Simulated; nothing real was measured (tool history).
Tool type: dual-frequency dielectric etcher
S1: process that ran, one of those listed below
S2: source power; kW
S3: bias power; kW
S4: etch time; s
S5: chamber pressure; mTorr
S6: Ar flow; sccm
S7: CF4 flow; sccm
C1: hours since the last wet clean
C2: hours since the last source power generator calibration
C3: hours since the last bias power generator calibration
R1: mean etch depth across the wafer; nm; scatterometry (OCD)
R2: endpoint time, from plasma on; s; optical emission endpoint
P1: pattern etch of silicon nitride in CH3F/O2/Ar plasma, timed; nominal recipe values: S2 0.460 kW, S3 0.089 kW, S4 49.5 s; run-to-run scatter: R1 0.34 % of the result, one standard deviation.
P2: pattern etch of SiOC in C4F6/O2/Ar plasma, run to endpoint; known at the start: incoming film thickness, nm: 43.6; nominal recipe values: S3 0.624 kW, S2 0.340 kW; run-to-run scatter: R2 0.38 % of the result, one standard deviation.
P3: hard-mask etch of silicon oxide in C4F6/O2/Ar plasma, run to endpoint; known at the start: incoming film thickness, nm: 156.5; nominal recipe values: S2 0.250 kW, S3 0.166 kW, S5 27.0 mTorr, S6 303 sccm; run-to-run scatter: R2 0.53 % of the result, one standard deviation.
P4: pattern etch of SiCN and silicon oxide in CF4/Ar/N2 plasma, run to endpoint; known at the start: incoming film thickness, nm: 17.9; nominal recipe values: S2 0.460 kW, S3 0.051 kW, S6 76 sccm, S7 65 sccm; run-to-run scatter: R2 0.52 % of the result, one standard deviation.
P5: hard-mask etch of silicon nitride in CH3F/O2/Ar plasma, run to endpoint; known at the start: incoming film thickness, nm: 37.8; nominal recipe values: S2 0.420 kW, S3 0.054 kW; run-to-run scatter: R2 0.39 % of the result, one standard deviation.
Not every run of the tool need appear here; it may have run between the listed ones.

run 1 hour=7.5 | S1=P1 S2=0.460 S3=0.089 S4=49.5 | C1=465.2 C2=1378.3 C3=905.8 | R1=39.781
run 2 hour=11.6 | S1=P3 S2=0.250 S3=0.166 S5=27.0 S6=187 | C1=469.3 C2=1382.4 C3=909.9 | R2=56.886
run 3 hour=18.5 | S1=P1 S2=0.460 S3=0.118 S4=49.5 | C1=476.2 C2=1389.3 C3=916.8 | R1=43.773
run 4 hour=23.4 | S1=P5 S2=0.420 S3=0.054 | C1=481.1 C2=1394.2 C3=921.7 | R2=58.642
run 5 hour=27.8 | S1=P1 S2=0.460 S3=0.089 S4=49.5 | C1=485.5 C2=1398.6 C3=926.1 | R1=39.710
run 6 hour=34.5 | S1=P3 S2=0.250 S3=0.166 S5=27.0 S6=303 | C1=492.2 C2=1405.3 C3=932.8 | R2=60.211
run 7 hour=42.8 | S1=P3 S2=0.330 S3=0.166 S5=27.0 S6=303 | C1=500.5 C2=1413.6 C3=941.1 | R2=53.490
run 8 hour=47.6 | S1=P5 S2=0.420 S3=0.071 | C1=505.3 C2=1418.4 C3=945.9 | R2=53.682
run 9 hour=53.7 | S1=P4 S2=0.660 S3=0.051 S6=76 S7=65 | C1=511.4 C2=1424.5 C3=952.0 | R2=15.554
run 10 hour=59.9 | S1=P2 S2=0.440 S3=0.624 | C1=517.6 C2=1430.7 C3=958.2 | R2=13.077
run 11 hour=68.3 | S1=P1 S2=0.460 S3=0.089 S4=49.5 | C1=526.0 C2=1439.1 C3=966.6 | R1=39.786
run 12 hour=76.9 | S1=P3 S2=0.250 S3=0.166 S5=38.5 S6=303 | C1=534.6 C2=1447.7 C3=975.2 | R2=62.357
run 13 hour=83.2 | S1=P4 S2=0.460 S3=0.051 S6=76 S7=53 | C1=540.9 C2=1454.0 C3=981.5 | R2=22.386
run 14 hour=88.3 | S1=P5 S2=0.420 S3=0.054 | C1=546.0 C2=1459.1 C3=986.6 | R2=58.718
run 15 hour=95.7 | S1=P1 S2=0.380 S3=0.110 S4=49.5 | C1=553.4 C2=1466.5 C3=994.0 | R1=39.718
run 16 hour=103.4 | S1=P1 S2=0.460 S3=0.089 S4=68.5 | C1=561.1 C2=1474.2 C3=1001.7 | R1=54.686
run 17 hour=111.0 | S1=P3 S2=0.250 S3=0.227 S5=27.0 S6=303 | C1=568.7 C2=1481.8 C3=1009.3 | R2=54.028
run 18 hour=115.5 | S1=P4 S2=0.460 S3=0.051 S6=76 S7=65 | C1=573.2 C2=1486.3 C3=1013.8 | R2=21.570
run 19 hour=121.0 | S1=P4 S2=0.460 S3=0.051 S6=76 S7=65 | C1=578.7 C2=1491.8 C3=1019.3 | R2=21.496
run 20 hour=125.1 | S1=P2 S2=0.340 S3=0.491 | C1=582.8 C2=1495.9 C3=1023.4 | R2=15.670
run 21 hour=133.0 | S1=P4 S2=0.460 S3=0.051 S6=102 S7=65 | C1=590.7 C2=1503.8 C3=1031.3 | R2=22.589
run 22 hour=140.3 | S1=P1 S2=0.460 S3=0.069 S4=49.5 | C1=598.0 C2=1511.1 C3=1038.6 | R1=36.515
run 23 hour=148.3 | S1=P4 S2=0.460 S3=0.062 S6=76 S7=65 | C1=606.0 C2=1519.1 C3=1046.6 | R2=20.382
run 24 hour=154.4 | S1=P1 S2=0.560 S3=0.089 S4=39.0 | C1=612.1 C2=1525.2 C3=1052.7 | R1=33.548
run 25 hour=159.5 | S1=P5 S2=0.270 S3=0.054 | C1=617.2 C2=1530.3 C3=1057.8 | R2=70.157
run 26 hour=165.8 | S1=P1 S2=0.330 S3=0.089 S4=49.5 | C1=623.5 C2=1536.6 C3=1064.1 | R1=35.001
run 27 hour=171.7 | S1=P1 S2=0.580 S3=0.089 S4=49.5 | C1=629.4 C2=1542.5 C3=1070.0 | R1=43.290
run 28 hour=180.2 | S1=P1 S2=0.460 S3=0.089 S4=37.5 | C1=637.9 C2=1551.0 C3=1078.5 | R1=29.970
run 29 hour=188.5 | S1=P1 S2=0.460 S3=0.089 S4=49.5 | C1=646.2 C2=1559.3 C3=1086.8 | R1=39.601
run 30 hour=196.4 | S1=P1 S2=0.460 S3=0.089 S4=49.5 | C1=654.1 C2=1567.2 C3=1094.7 | R1=39.777
run 31 hour=201.8 | S1=P2 S2=0.340 S3=0.624 | C1=659.5 C2=1572.6 C3=1100.1 | R2=14.332
run 32 hour=209.2 | S1=P1 S2=0.460 S3=0.089 S4=49.5 | C1=666.9 C2=1580.0 C3=1107.5 | R1=39.751
run 33 hour=215.0 | S1=P1 S2=0.460 S3=0.089 S4=49.5 | C1=672.7 C2=1585.8 C3=1113.3 | R1=39.427
run 34 hour=219.9 | S1=P1 S2=0.460 S3=0.089 S4=49.5 | C1=677.6 C2=1590.7 C3=1118.2 | R1=39.253
run 35 hour=224.4 | S1=P1 S2=0.460 S3=0.089 S4=49.5 | C1=682.1 C2=1595.2 C3=1122.7 | R1=39.313
run 36 hour=229.5 | S1=P1 S2=0.460 S3=0.089 S4=49.5 | C1=687.2 C2=1600.3 C3=1127.8 | R1=39.039
run 37 hour=234.4 | S1=P1 S2=0.460 S3=0.089 S4=49.5 | C1=692.1 C2=1605.2 C3=1132.7 | R1=38.908

Run 38 has not been measured yet. What should we expect?
-- hour=237.5 wet clean of the chamber
run 38 hour=242.6 | S1=P1 S2=0.460 S3=0.089 S4=49.5 | C1=5.1 C2=1613.4 C3=1140.9 | R1=?

{"run 38": {"R1": 38.909}}

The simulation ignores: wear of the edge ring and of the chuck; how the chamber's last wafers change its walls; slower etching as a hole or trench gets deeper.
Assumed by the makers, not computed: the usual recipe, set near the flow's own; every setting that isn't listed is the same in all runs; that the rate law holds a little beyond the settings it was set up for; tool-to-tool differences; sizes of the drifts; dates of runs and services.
